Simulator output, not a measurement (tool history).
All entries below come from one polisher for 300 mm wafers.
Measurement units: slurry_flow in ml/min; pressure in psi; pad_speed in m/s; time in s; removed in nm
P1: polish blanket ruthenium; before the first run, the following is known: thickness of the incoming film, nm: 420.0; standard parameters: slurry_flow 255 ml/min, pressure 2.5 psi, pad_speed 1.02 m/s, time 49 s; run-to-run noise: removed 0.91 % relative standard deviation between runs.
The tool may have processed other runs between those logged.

run	hour	slurry_flow	pressure	pad_speed	time	removed
1	15.7	255	2.5	1.02	49	57.245
2	30.8	255	2.5	1.02	49	56.643
3	42.4	155	2.5	1.02	49	54.769
4	59.4	355	2.5	1.02	49	60.092
5	68.6	255	2.5	1.58	49	90.499
6	83.6	255	2.5	1.02	49	57.958
7	96.4	395	2.5	1.02	38	46.137
8	112.9	255	2.5	1.02	62	72.499
9	128.4	255	2.5	0.68	49	38.458
10	145.7	255	1.2	1.02	49	27.766
11	164.7	255	2.5	1.02	49	57.799
12	177.3	255	4.0	1.02	49	91.336
13	186.0	255	3.3	1.02	60	92.784
14	197.8	255	2.5	1.02	22	25.796
15	211.8	255	2.5	1.02	49	57.591
16	223.7	255	2.5	1.02	49	56.707
17	242.6	255	2.5	1.02	49	56.255
18	253.2	255	2.5	1.02	49	55.325
19	271.6	255	2.5	1.02	49	55.427
# hour 273.2: worn pad replaced by a new one
20	281.3	255	2.5	1.02	49	55.676
21	296.2	255	2.5	1.02	49	54.058
22	311.4	255	2.5	1.02	49	54.114
23	320.1	255	2.5	1.02	49	54.443

P1 has crept away from where it was. The log is fitted equally well by each of these 2 causes, at the sizes shown:
A: slurry flow missing at the pad, % = 31.9
B: head's pressure below its setpoint, % = 4.75
The drift started at roughly hour 211.8.
All other causes, with the reason each is excluded:
removal rate lost through wear of the pad, %: serviced at hour 273.2, after the drift had started, without restoring the earlier output

Below are 4 check runs, each averaged over 5 wafers, with their results shown as question marks. Which of them would give clearly different results depending on which cause is behind the drift?
check 1	328.8	155	2.5	1.02	49	?
check 2	328.8	255	1.8	1.02	22	?
check 3	328.8	255	3.4	1.02	30	?
check 4	328.8	255	2.5	1.58	49	?

What every check run would give for each of its results, assuming each possible cause in turn:
check	result	if A	if B
check 1	removed	49.858	51.314
check 2	removed	17.734	17.737
check 3	removed	45.679	45.686
check 4	removed	84.978	84.991
Per-check spread between the two closest causes, in the result where they differ most: check 1 2.88 %; check 2 0.01 %; check 3 0.01 %; check 4 0.01 %
Only in check 1 would the causes give clearly different results; in the remaining checks their results would be nearly the same.

Check 1 was carried out, with these results: removed 50.015 nm. Which of the listed causes is responsible?

It is A: slurry flow missing at the pad, %.

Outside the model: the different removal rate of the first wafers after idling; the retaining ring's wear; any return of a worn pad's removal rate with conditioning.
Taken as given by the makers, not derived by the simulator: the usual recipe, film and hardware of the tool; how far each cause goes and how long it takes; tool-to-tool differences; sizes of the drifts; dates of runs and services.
